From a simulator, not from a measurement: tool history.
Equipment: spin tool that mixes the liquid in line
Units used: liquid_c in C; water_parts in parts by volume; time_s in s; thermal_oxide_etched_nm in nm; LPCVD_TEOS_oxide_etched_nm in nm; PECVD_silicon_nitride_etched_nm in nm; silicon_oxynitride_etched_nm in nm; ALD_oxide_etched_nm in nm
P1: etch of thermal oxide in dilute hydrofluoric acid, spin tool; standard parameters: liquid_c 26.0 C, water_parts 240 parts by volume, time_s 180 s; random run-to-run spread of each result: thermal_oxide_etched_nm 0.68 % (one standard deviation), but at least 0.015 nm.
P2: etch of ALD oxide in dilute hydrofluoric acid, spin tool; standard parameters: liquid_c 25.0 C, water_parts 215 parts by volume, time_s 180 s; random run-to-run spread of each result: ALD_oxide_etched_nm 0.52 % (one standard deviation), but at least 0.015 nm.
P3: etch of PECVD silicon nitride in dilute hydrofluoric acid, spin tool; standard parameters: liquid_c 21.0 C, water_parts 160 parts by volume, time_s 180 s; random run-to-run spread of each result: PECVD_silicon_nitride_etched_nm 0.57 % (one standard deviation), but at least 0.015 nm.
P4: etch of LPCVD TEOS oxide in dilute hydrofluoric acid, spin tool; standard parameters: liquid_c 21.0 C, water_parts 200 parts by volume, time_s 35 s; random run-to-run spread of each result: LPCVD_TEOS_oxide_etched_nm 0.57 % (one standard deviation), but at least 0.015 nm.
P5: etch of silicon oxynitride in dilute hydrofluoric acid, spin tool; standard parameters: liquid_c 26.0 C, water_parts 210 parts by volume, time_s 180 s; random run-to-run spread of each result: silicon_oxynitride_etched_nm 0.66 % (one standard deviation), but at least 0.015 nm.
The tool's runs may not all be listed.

| run | hour | process | liquid_c | water_parts | time_s | hours since the thermometer was replaced | hours since the hydrofluoric acid flow meter was replaced | thermal_oxide_etched_nm | LPCVD_TEOS_oxide_etched_nm | PECVD_silicon_nitride_etched_nm | silicon_oxynitride_etched_nm | ALD_oxide_etched_nm |
|---|---|---|---|---|---|---|---|---|---|---|---|---|
| 1 | 3.4 | P1 | 26.0 | 240 | 180 | 465.8 | 87.4 | 3.33810 |  |  |  |  |
| 2 | 7.4 | P1 | 19.5 | 240 | 180 | 469.8 | 91.4 | 2.61460 |  |  |  |  |
| 3 | 11.2 | P1 | 26.0 | 240 | 180 | 473.6 | 95.2 | 3.37990 |  |  |  |  |
| 4 | 16.4 | P4 | 21.0 | 200 | 20 | 478.8 | 100.4 |  | 2.7845 |  |  |  |
| 5 | 21.0 | P3 | 21.0 | 45 | 180 | 483.4 | 105.0 |  |  | 15.9880 |  |  |
| 6 | 26.4 | P1 | 34.0 | 240 | 180 | 488.8 | 110.4 | 4.31700 |  |  |  |  |
| 7 | 32.6 | P4 | 21.0 | 200 | 35 | 495.0 | 116.6 |  | 4.9333 |  |  |  |
| 8 | 37.1 | P5 | 26.0 | 370 | 180 | 499.5 | 121.1 |  |  |  | 2.0473 |  |
| 9 | 39.9 | P1 | 26.0 | 240 | 180 | 502.3 | 123.9 | 3.32600 |  |  |  |  |
| 10 | 44.0 | P5 | 26.0 | 210 | 180 | 506.4 | 128.0 |  |  |  | 4.0205 |  |
| 11 | 47.6 | P2 | 25.0 | 330 | 180 | 510.0 | 131.6 |  |  |  |  | 7.0869 |
| 12 | 52.1 | P2 | 18.5 | 215 | 180 | 514.5 | 136.1 |  |  |  |  | 9.4572 |
| 13 | 57.2 | P1 | 26.0 | 240 | 180 | 519.6 | 141.2 | 3.37000 |  |  |  |  |
| 14 | 59.9 | P1 | 26.0 | 240 | 180 | 522.3 | 143.9 | 3.30380 |  |  |  |  |
| 15 | 65.3 | P5 | 26.0 | 210 | 180 | 527.7 | 149.3 |  |  |  | 4.0702 |  |
| 16 | 71.0 | P1 | 26.0 | 330 | 310 | 533.4 | 155.0 | 3.84860 |  |  |  |  |
| 17 | 73.9 | P3 | 21.0 | 160 | 180 | 536.3 | 157.9 |  |  | 4.6376 |  |  |
| 18 | 78.1 | P1 | 26.0 | 240 | 35 | 540.5 | 162.1 | 0.63371 |  |  |  |  |
| 19 | 84.2 | P5 | 26.0 | 210 | 275 | 546.6 | 168.2 |  |  |  | 6.2067 |  |
| 20 | 89.6 | P1 | 26.0 | 440 | 180 | 552.0 | 173.6 | 1.51040 |  |  |  |  |
| 21 | 92.6 | P3 | 21.0 | 160 | 285 | 555.0 | 176.6 |  |  | 7.3373 |  |  |
| 22 | 98.6 | P4 | 21.0 | 55 | 35 | 561.0 | 182.6 |  | 21.0150 |  |  |  |
| 23 | 101.7 | P3 | 28.5 | 160 | 180 | 564.1 | 185.7 |  |  | 7.5413 |  |  |
| 24 | 107.0 | P1 | 26.0 | 240 | 315 | 569.4 | 191.0 | 5.85690 |  |  |  |  |
| 25 | 111.1 | P1 | 26.0 | 90 | 180 | 573.5 | 195.1 | 10.77600 |  |  |  |  |
| 26 | 115.5 | P4 | 17.0 | 200 | 35 | 577.9 | 199.5 |  | 4.2227 |  |  |  |
| 27 | 119.0 | P5 | 18.5 | 210 | 180 | 581.4 | 203.0 |  |  |  | 2.9127 |  |
| 28 | 124.8 | P2 | 25.0 | 215 | 85 | 587.2 | 208.8 |  |  |  |  | 5.6518 |
| 29 | 129.9 | P4 | 21.0 | 200 | 35 | 592.3 | 213.9 |  | 4.9579 |  |  |  |
| 30 | 133.9 | P2 | 25.0 | 215 | 180 | 596.3 | 217.9 |  |  |  |  | 12.1270 |
| 31 | 137.9 | P1 | 26.0 | 240 | 180 | 600.3 | 221.9 | 3.39150 |  |  |  |  |
| 32 | 143.6 | P1 | 26.0 | 240 | 180 | 606.0 | 227.6 | 3.43130 |  |  |  |  |
| 33 | 146.4 | P1 | 26.0 | 240 | 180 | 608.8 | 230.4 | 3.49720 |  |  |  |  |
| 34 | 151.8 | P1 | 26.0 | 240 | 180 | 614.2 | 235.8 | 3.47080 |  |  |  |  |
| 35 | 155.2 | P1 | 26.0 | 240 | 180 | 617.6 | 239.2 | 3.52340 |  |  |  |  |
| 36 | 159.1 | P1 | 26.0 | 240 | 180 | 621.5 | 243.1 | 3.52760 |  |  |  |  |
| 37 | 163.6 | P1 | 26.0 | 240 | 180 | 626.0 | 247.6 | 3.53590 |  |  |  |  |
| 38 | 166.7 | P1 | 26.0 | 240 | 180 | 629.1 | 250.7 | 3.61170 |  |  |  |  |
| 39 | 172.0 | P1 | 26.0 | 240 | 180 | 634.4 | 256.0 | 3.58390 |  |  |  |  |
| 40 | 175.7 | P1 | 26.0 | 240 | 180 | 638.1 | 259.7 | 3.52800 |  |  |  |  |
| 41 | 180.0 | P1 | 26.0 | 240 | 180 | 642.4 | 264.0 | 3.55700 |  |  |  |  |

Something has made what P1 gives creep away from where it was; the 2 causes below, each at its own stated size, fit the log equally well:
A: liquid hotter than its thermometer reads (K) = 1.57
B: hydrofluoric acid flow above the setpoint (%) = 4.44
Creep in the process output first set in at about hour 137.9.

Each of the 4 check runs below uses one wafer; its results are left as question marks. Which run tells the causes apart?
| check 1 | 184.3 | P4 | 21.0 | 200 | 35 |  |  |  | ? |  |  |  |
| check 2 | 184.3 | P2 | 25.0 | 215 | 180 |  |  |  |  |  |  | ? |
| check 3 | 184.3 | P5 | 26.0 | 210 | 180 |  |  |  |  |  | ? |  |
| check 4 | 184.3 | P3 | 21.0 | 160 | 180 |  |  |  |  | ? |  |  |

What each check would give under each cause:
| check | result | if A | if B |
|---|---|---|---|
| check 1 | LPCVD_TEOS_oxide_etched_nm | 5.2100 | 5.1713 |
| check 2 | ALD_oxide_etched_nm | 12.8690 | 12.8310 |
| check 3 | silicon_oxynitride_etched_nm | 4.3638 | 4.2898 |
| check 4 | PECVD_silicon_nitride_etched_nm | 5.1430 | 4.8415 |
Smallest distance between any two causes, each pair judged by its most separating result, in per cent: check 1 0.75 %; check 2 0.29 %; check 3 1.71 %; check 4 6.04 %
Only in check 4 would the causes give clearly different results; in the remaining checks their results would be nearly the same.

Check 4 was carried out, with these results: PECVD_silicon_nitride_etched_nm 5.1480 nm. Which of the listed causes is responsible?

It was cause A: liquid hotter than its thermometer reads (K).

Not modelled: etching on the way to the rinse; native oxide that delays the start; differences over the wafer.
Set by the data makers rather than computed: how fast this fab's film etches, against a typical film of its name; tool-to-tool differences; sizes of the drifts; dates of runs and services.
